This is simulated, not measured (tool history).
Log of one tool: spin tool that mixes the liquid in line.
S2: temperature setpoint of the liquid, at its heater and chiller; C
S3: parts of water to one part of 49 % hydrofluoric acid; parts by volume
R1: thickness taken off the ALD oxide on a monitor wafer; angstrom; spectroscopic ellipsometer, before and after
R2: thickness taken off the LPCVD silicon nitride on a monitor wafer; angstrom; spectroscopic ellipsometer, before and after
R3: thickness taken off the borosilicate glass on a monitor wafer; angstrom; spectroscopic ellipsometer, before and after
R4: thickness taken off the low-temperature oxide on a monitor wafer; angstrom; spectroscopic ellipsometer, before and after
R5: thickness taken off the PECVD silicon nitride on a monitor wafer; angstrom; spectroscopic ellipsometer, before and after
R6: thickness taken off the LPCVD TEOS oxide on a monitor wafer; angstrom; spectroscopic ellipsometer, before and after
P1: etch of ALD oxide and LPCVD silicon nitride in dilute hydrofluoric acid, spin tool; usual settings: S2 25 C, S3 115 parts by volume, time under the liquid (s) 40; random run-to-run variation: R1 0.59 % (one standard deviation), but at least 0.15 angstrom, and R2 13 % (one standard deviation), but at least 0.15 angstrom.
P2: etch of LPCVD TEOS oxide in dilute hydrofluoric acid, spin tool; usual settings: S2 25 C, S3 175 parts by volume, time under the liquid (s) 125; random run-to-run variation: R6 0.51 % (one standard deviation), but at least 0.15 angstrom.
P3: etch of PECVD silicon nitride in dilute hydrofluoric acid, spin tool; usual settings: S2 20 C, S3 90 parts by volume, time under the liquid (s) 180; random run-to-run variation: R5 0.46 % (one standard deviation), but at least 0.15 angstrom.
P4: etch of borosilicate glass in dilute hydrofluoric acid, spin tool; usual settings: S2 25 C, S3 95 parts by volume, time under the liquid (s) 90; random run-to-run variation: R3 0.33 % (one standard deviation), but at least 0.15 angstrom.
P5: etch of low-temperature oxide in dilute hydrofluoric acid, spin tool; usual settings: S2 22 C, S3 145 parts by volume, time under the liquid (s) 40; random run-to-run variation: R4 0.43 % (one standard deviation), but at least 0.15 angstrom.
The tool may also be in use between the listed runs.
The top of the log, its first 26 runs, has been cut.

{"run": 27, "hour": 136.1, "process that ran": "P1", "S2": 32, "S3": 115, "time under the liquid (s)": 40, "R1": 67.089, "R2": 3.2899}
{"run": 28, "hour": 139.7, "process that ran": "P3", "S2": 20, "S3": 90, "time under the liquid (s)": 180, "R5": 56.224}
{"run": 29, "hour": 145.7, "process that ran": "P1", "S2": 20.5, "S3": 115, "time under the liquid (s)": 40, "R1": 43.514, "R2": 1.5081}
{"run": 30, "hour": 152.8, "process that ran": "P1", "S2": 25, "S3": 160, "time under the liquid (s)": 40, "R1": 34.673, "R2": 1.3687}
{"run": 31, "hour": 158.2, "process that ran": "P2", "S2": 25, "S3": 175, "time under the liquid (s)": 125, "R6": 143.06}
{"run": 32, "hour": 164.9, "process that ran": "P4", "S2": 25, "S3": 95, "time under the liquid (s)": 90, "R3": 492.63}
{"run": 33, "hour": 170.9, "process that ran": "P1", "S2": 25, "S3": 115, "time under the liquid (s)": 40, "R1": 51.685, "R2": 1.6836}
{"run": 34, "hour": 174.9, "process that ran": "P1", "S2": 25, "S3": 115, "time under the liquid (s)": 40, "R1": 50.764, "R2": 2.0914}
{"run": 35, "hour": 178.4, "process that ran": "P1", "S2": 25, "S3": 115, "time under the liquid (s)": 40, "R1": 50.274, "R2": 1.9028}
{"run": 36, "hour": 182.6, "process that ran": "P1", "S2": 25, "S3": 115, "time under the liquid (s)": 40, "R1": 49.324, "R2": 2.1119}
{"run": 37, "hour": 189.5, "process that ran": "P1", "S2": 25, "S3": 115, "time under the liquid (s)": 40, "R1": 49.122, "R2": 1.621}
{"run": 38, "hour": 192.7, "process that ran": "P1", "S2": 25, "S3": 115, "time under the liquid (s)": 40, "R1": 49.202, "R2": 2.1054}

The next listed run, before its measurement:
{"run": 39, "hour": 198.5, "process that ran": "P1", "S2": 25, "S3": 115, "time under the liquid (s)": 40, "R1": "?", "R2": "?"}

Logged for run 39: R1 49.19 angstrom, R2 2.0516 angstrom.

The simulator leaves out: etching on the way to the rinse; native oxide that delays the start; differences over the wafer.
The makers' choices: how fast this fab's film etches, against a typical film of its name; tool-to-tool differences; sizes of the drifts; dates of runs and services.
